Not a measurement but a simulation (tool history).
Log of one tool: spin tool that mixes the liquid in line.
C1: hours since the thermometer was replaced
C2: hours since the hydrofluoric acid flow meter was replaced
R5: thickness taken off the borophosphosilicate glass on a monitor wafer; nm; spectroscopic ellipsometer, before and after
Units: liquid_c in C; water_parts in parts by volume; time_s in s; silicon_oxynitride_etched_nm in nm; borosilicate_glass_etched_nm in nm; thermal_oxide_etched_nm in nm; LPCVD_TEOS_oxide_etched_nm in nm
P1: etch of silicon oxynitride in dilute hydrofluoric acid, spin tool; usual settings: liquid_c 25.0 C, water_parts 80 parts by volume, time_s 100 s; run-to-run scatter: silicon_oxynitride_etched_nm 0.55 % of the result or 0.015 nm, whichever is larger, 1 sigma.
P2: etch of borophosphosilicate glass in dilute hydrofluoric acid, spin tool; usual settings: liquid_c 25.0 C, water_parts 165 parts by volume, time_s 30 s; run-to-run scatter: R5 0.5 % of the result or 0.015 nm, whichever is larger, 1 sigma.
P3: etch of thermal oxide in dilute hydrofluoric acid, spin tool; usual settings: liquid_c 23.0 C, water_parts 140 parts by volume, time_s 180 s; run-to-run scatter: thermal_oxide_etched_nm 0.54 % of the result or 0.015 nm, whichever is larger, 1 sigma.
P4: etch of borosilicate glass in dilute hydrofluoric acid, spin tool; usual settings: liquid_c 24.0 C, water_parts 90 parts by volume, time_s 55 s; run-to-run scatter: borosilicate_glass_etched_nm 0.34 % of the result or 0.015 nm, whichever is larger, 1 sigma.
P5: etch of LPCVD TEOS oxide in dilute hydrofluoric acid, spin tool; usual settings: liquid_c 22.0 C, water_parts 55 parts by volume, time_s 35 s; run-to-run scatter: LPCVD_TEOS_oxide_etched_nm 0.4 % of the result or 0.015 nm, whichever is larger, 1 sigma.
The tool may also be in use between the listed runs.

{"run": 1, "hour": 10.9, "process": "P1", "liquid_c": 25.0, "water_parts": 80, "time_s": 100, "C1": 1408.7, "C2": 772.9, "silicon_oxynitride_etched_nm": 6.3777}
{"run": 2, "hour": 17.7, "process": "P4", "liquid_c": 24.0, "water_parts": 90, "time_s": 100, "C1": 1415.5, "C2": 779.7, "borosilicate_glass_etched_nm": 30.088}
{"run": 3, "hour": 30.0, "process": "P1", "liquid_c": 31.5, "water_parts": 35, "time_s": 100, "C1": 1427.8, "C2": 792.0, "silicon_oxynitride_etched_nm": 20.551}
{"run": 4, "hour": 39.3, "process": "P1", "liquid_c": 25.0, "water_parts": 80, "time_s": 100, "C1": 1437.1, "C2": 801.3, "silicon_oxynitride_etched_nm": 6.4158}
{"run": 5, "hour": 54.0, "process": "P3", "liquid_c": 23.0, "water_parts": 140, "time_s": 260, "C1": 1451.8, "C2": 816.0, "thermal_oxide_etched_nm": 8.7693}
{"run": 6, "hour": 62.4, "process": "P4", "liquid_c": 17.0, "water_parts": 90, "time_s": 55, "C1": 1460.2, "C2": 824.4, "borosilicate_glass_etched_nm": 12.42}
{"run": 7, "hour": 76.2, "process": "P1", "liquid_c": 25.0, "water_parts": 80, "time_s": 55, "C1": 1474.0, "C2": 838.2, "silicon_oxynitride_etched_nm": 3.5046}
{"run": 8, "hour": 86.1, "process": "P3", "liquid_c": 23.0, "water_parts": 30, "time_s": 180, "C1": 1483.9, "C2": 848.1, "thermal_oxide_etched_nm": 32.328}
{"run": 9, "hour": 98.9, "process": "P1", "liquid_c": 25.0, "water_parts": 80, "time_s": 155, "C1": 1496.7, "C2": 860.9, "silicon_oxynitride_etched_nm": 9.8096}
{"run": 10, "hour": 107.8, "process": "P1", "liquid_c": 25.0, "water_parts": 80, "time_s": 100, "C1": 1505.6, "C2": 869.8, "silicon_oxynitride_etched_nm": 6.3373}
{"run": 11, "hour": 118.5, "process": "P5", "liquid_c": 22.0, "water_parts": 55, "time_s": 15, "C1": 1516.3, "C2": 880.5, "LPCVD_TEOS_oxide_etched_nm": 9.3096}
{"run": 12, "hour": 132.7, "process": "P2", "liquid_c": 17.0, "water_parts": 165, "time_s": 30, "C1": 1530.5, "C2": 894.7, "R5": 6.7927}
{"run": 13, "hour": 141.4, "process": "P1", "liquid_c": 25.0, "water_parts": 125, "time_s": 100, "C1": 1539.2, "C2": 903.4, "silicon_oxynitride_etched_nm": 3.9624}
{"run": 14, "hour": 154.8, "process": "P2", "liquid_c": 25.0, "water_parts": 295, "time_s": 30, "C1": 1552.6, "C2": 916.8, "R5": 4.5163}
{"run": 15, "hour": 163.3, "process": "P1", "liquid_c": 29.5, "water_parts": 30, "time_s": 100, "C1": 1561.1, "C2": 925.3, "silicon_oxynitride_etched_nm": 21.984}
{"run": 16, "hour": 178.3, "process": "P3", "liquid_c": 23.0, "water_parts": 140, "time_s": 180, "C1": 1576.1, "C2": 940.3, "thermal_oxide_etched_nm": 6.0646}
{"run": 17, "hour": 188.1, "process": "P2", "liquid_c": 25.0, "water_parts": 165, "time_s": 15, "C1": 1585.9, "C2": 950.1, "R5": 4.5847}
{"run": 18, "hour": 198.2, "process": "P4", "liquid_c": 24.0, "water_parts": 90, "time_s": 55, "C1": 1596.0, "C2": 960.2, "borosilicate_glass_etched_nm": 16.485}
{"run": 19, "hour": 212.7, "process": "P4", "liquid_c": 24.0, "water_parts": 20, "time_s": 55, "C1": 1610.5, "C2": 974.7, "borosilicate_glass_etched_nm": 81.381}
{"run": 20, "hour": 221.9, "process": "P1", "liquid_c": 25.0, "water_parts": 115, "time_s": 140, "C1": 1619.7, "C2": 983.9, "silicon_oxynitride_etched_nm": 6.007}
{"run": 21, "hour": 231.6, "process": "P1", "liquid_c": 25.0, "water_parts": 80, "time_s": 100, "C1": 1629.4, "C2": 993.6, "silicon_oxynitride_etched_nm": 6.414}
{"run": 22, "hour": 239.0, "process": "P1", "liquid_c": 25.0, "water_parts": 20, "time_s": 100, "C1": 1636.8, "C2": 1001.0, "silicon_oxynitride_etched_nm": 26.943}
{"run": 23, "hour": 251.0, "process": "P5", "liquid_c": 17.0, "water_parts": 55, "time_s": 35, "C1": 1648.8, "C2": 1013.0, "LPCVD_TEOS_oxide_etched_nm": 17.586}
{"run": 24, "hour": 261.5, "process": "P5", "liquid_c": 22.0, "water_parts": 55, "time_s": 35, "C1": 1659.3, "C2": 1023.5, "LPCVD_TEOS_oxide_etched_nm": 21.691}
{"run": 25, "hour": 273.9, "process": "P3", "liquid_c": 19.0, "water_parts": 140, "time_s": 180, "C1": 1671.7, "C2": 1035.9, "thermal_oxide_etched_nm": 5.2494}
{"run": 26, "hour": 287.9, "process": "P1", "liquid_c": 19.0, "water_parts": 80, "time_s": 100, "C1": 1685.7, "C2": 1049.9, "silicon_oxynitride_etched_nm": 4.7714}
{"run": 27, "hour": 298.3, "process": "P1", "liquid_c": 25.0, "water_parts": 80, "time_s": 100, "C1": 1696.1, "C2": 1060.3, "silicon_oxynitride_etched_nm": 6.3315}
{"run": 28, "hour": 307.9, "process": "P5", "liquid_c": 22.0, "water_parts": 20, "time_s": 35, "C1": 1705.7, "C2": 1069.9, "LPCVD_TEOS_oxide_etched_nm": 61.879}
{"run": 29, "hour": 320.2, "process": "P1", "liquid_c": 33.0, "water_parts": 80, "time_s": 100, "C1": 1718.0, "C2": 1082.2, "silicon_oxynitride_etched_nm": 9.1966}
{"run": 30, "hour": 327.6, "process": "P2", "liquid_c": 25.0, "water_parts": 165, "time_s": 30, "C1": 1725.4, "C2": 1089.6, "R5": 9.2352}
{"run": 31, "hour": 336.0, "process": "P1", "liquid_c": 25.0, "water_parts": 80, "time_s": 100, "C1": 1733.8, "C2": 1098.0, "silicon_oxynitride_etched_nm": 6.3908}
{"run": 32, "hour": 350.2, "process": "P1", "liquid_c": 25.0, "water_parts": 80, "time_s": 100, "C1": 1748.0, "C2": 1112.2, "silicon_oxynitride_etched_nm": 6.1453}
{"run": 33, "hour": 359.9, "process": "P1", "liquid_c": 25.0, "water_parts": 80, "time_s": 100, "C1": 1757.7, "C2": 1121.9, "silicon_oxynitride_etched_nm": 6.1425}
{"run": 34, "hour": 369.7, "process": "P1", "liquid_c": 25.0, "water_parts": 80, "time_s": 100, "C1": 1767.5, "C2": 1131.7, "silicon_oxynitride_etched_nm": 6.0599}
{"run": 35, "hour": 377.3, "process": "P1", "liquid_c": 25.0, "water_parts": 80, "time_s": 100, "C1": 1775.1, "C2": 1139.3, "silicon_oxynitride_etched_nm": 6.0204}
{"run": 36, "hour": 387.0, "process": "P1", "liquid_c": 25.0, "water_parts": 80, "time_s": 100, "C1": 1784.8, "C2": 1149.0, "silicon_oxynitride_etched_nm": 6.0587}
{"run": 37, "hour": 401.3, "process": "P1", "liquid_c": 25.0, "water_parts": 80, "time_s": 100, "C1": 1799.1, "C2": 1163.3, "silicon_oxynitride_etched_nm": 5.9224}
{"run": 38, "hour": 413.0, "process": "P1", "liquid_c": 25.0, "water_parts": 80, "time_s": 100, "C1": 1810.8, "C2": 1175.0, "silicon_oxynitride_etched_nm": 5.8716}
{"run": 39, "hour": 425.5, "process": "P1", "liquid_c": 25.0, "water_parts": 80, "time_s": 100, "C1": 1823.3, "C2": 1187.5, "silicon_oxynitride_etched_nm": 5.9328}
{"run": 40, "hour": 439.3, "process": "P1", "liquid_c": 25.0, "water_parts": 80, "time_s": 100, "C1": 1837.1, "C2": 1201.3, "silicon_oxynitride_etched_nm": 5.9336}
{"run": 41, "hour": 447.8, "process": "P1", "liquid_c": 25.0, "water_parts": 80, "time_s": 100, "C1": 1845.6, "C2": 1209.8, "silicon_oxynitride_etched_nm": 5.9485}
{"run": 42, "hour": 454.7, "process": "P1", "liquid_c": 25.0, "water_parts": 80, "time_s": 100, "C1": 1852.5, "C2": 1216.7, "silicon_oxynitride_etched_nm": 5.9357}

What P1 gives has crept away from where it was. These 2 causes fit the log equally well, each at the size given:
A: liquid colder than its thermometer reads (K) = 1.59
B: hydrofluoric acid flow below the setpoint (%) = 6.83
The creep began at about hour 336.0.

4 check runs are offered, each on 2 wafers whose results are averaged, their results left as question marks. Which one tells the causes apart?
{"run": "check 1", "hour": 461.6, "process": "P4", "liquid_c": 17.5, "water_parts": 35, "time_s": 55, "borosilicate_glass_etched_nm": "?"}
{"run": "check 2", "hour": 461.6, "process": "P3", "liquid_c": 23.0, "water_parts": 55, "time_s": 180, "thermal_oxide_etched_nm": "?"}
{"run": "check 3", "hour": 461.6, "process": "P5", "liquid_c": 17.0, "water_parts": 20, "time_s": 35, "LPCVD_TEOS_oxide_etched_nm": "?"}
{"run": "check 4", "hour": 461.6, "process": "P2", "liquid_c": 25.0, "water_parts": 280, "time_s": 30, "R5": "?"}

What each check would give under each cause:
check=check_1 result=borosilicate_glass_etched_nm if_A=32.217 if_B=32.095
check=check_2 result=thermal_oxide_etched_nm if_A=16.0520 if_B=15.8960
check=check_3 result=LPCVD_TEOS_oxide_etched_nm if_A=46.5520 if_B=46.4810
check=check_4 result=R5 if_A=4.5258 if_B=4.3676
How far apart the two closest causes lie, in the result that separates them most: check 1 0.38 %; check 2 0.98 %; check 3 0.15 %; check 4 3.56 %
Check 4 tells the causes apart: in the others they would give nearly the same result.

Check 4 was then run and gave: R5 4.3667 nm. Which cause is it?

It is B: hydrofluoric acid flow below the setpoint (%).
